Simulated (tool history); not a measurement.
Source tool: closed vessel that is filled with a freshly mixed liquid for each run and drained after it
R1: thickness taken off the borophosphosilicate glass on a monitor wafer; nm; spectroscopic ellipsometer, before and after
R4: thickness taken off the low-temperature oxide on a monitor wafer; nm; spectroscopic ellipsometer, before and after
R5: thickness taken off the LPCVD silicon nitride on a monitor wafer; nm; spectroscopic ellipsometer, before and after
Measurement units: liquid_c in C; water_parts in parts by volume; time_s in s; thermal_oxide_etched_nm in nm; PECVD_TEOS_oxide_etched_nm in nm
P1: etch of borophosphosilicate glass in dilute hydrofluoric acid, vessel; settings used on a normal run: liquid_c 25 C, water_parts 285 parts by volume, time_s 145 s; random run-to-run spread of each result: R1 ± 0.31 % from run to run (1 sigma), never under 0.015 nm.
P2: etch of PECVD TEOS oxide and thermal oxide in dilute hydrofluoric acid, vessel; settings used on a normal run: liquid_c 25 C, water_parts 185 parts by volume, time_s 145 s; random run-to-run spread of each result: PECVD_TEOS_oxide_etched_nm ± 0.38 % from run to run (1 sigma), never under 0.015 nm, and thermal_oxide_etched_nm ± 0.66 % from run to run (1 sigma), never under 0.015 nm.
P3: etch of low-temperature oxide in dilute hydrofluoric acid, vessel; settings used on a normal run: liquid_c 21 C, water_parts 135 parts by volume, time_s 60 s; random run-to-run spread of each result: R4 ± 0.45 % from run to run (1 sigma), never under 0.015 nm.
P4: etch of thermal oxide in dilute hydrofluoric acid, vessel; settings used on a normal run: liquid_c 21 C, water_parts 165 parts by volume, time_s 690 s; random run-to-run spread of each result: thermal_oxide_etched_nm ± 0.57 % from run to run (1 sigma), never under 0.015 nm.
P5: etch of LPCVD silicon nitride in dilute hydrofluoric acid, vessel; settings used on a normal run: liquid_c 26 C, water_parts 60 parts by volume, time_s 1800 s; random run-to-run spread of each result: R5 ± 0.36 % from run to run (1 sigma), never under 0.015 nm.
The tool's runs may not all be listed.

run 1 hour=15.6 | process=P1 liquid_c=25 water_parts=285 time_s=145 | R1=19.62
run 2 hour=33.2 | process=P1 liquid_c=25 water_parts=390 time_s=145 | R1=12.84
run 3 hour=48.1 | process=P4 liquid_c=21 water_parts=165 time_s=690 | thermal_oxide_etched_nm=17.653
run 4 hour=67 | process=P1 liquid_c=17 water_parts=285 time_s=145 | R1=14.63
run 5 hour=79.6 | process=P2 liquid_c=17.5 water_parts=185 time_s=145 | thermal_oxide_etched_nm=2.4506 PECVD_TEOS_oxide_etched_nm=15.354
run 6 hour=95.9 | process=P1 liquid_c=25 water_parts=285 time_s=145 | R1=19.561
run 7 hour=105.8 | process=P1 liquid_c=25 water_parts=285 time_s=50 | R1=6.7943
run 8 hour=123.2 | process=P3 liquid_c=21 water_parts=225 time_s=60 | R4=7.3154
run 9 hour=141.9 | process=P1 liquid_c=25 water_parts=285 time_s=145 | R1=19.498
-- hour=146.8 thermometer replaced
run 10 hour=160.6 | process=P1 liquid_c=25 water_parts=285 time_s=215 | R1=29.04
run 11 hour=173.7 | process=P5 liquid_c=26 water_parts=60 time_s=655 | R5=6.021
run 12 hour=183.3 | process=P4 liquid_c=17 water_parts=165 time_s=690 | thermal_oxide_etched_nm=15.159
run 13 hour=201.1 | process=P5 liquid_c=26 water_parts=60 time_s=1800 | R5=16.791
run 14 hour=211.2 | process=P4 liquid_c=21 water_parts=165 time_s=690 | thermal_oxide_etched_nm=17.642
run 15 hour=221.5 | process=P5 liquid_c=26 water_parts=90 time_s=1800 | R5=11.256
run 16 hour=231.7 | process=P1 liquid_c=25 water_parts=285 time_s=145 | R1=19.618
run 17 hour=244.9 | process=P3 liquid_c=21 water_parts=135 time_s=95 | R4=21.188
run 18 hour=258.7 | process=P1 liquid_c=25 water_parts=165 time_s=210 | R1=55.637
run 19 hour=269.8 | process=P2 liquid_c=25 water_parts=185 time_s=145 | thermal_oxide_etched_nm=3.2992 PECVD_TEOS_oxide_etched_nm=20.628
run 20 hour=281.8 | process=P2 liquid_c=25 water_parts=185 time_s=240 | thermal_oxide_etched_nm=5.3884 PECVD_TEOS_oxide_etched_nm=34.098
run 21 hour=297.7 | process=P1 liquid_c=29 water_parts=285 time_s=145 | R1=22.404
run 22 hour=312.8 | process=P3 liquid_c=28.5 water_parts=135 time_s=60 | R4=17.875
run 23 hour=321.6 | process=P4 liquid_c=21 water_parts=275 time_s=690 | thermal_oxide_etched_nm=9.5857
-- hour=322.6 hydrofluoric acid flow meter replaced
run 24 hour=331.7 | process=P4 liquid_c=21 water_parts=165 time_s=1335 | thermal_oxide_etched_nm=34.523
run 25 hour=347.5 | process=P3 liquid_c=21 water_parts=135 time_s=60 | R4=13.338
run 26 hour=362 | process=P2 liquid_c=25 water_parts=295 time_s=145 | thermal_oxide_etched_nm=1.8216 PECVD_TEOS_oxide_etched_nm=11.504
run 27 hour=374.5 | process=P5 liquid_c=31 water_parts=60 time_s=1800 | R5=23.175
run 28 hour=387.4 | process=P1 liquid_c=25 water_parts=285 time_s=145 | R1=19.57
run 29 hour=406.1 | process=P1 liquid_c=25 water_parts=130 time_s=145 | R1=50.949

Run 30 is up next; what results do you expect?
run 30 hour=419.1 | process=P1 liquid_c=25 water_parts=285 time_s=145 | R1=?

Logged for run 30: R1 19.512 nm.

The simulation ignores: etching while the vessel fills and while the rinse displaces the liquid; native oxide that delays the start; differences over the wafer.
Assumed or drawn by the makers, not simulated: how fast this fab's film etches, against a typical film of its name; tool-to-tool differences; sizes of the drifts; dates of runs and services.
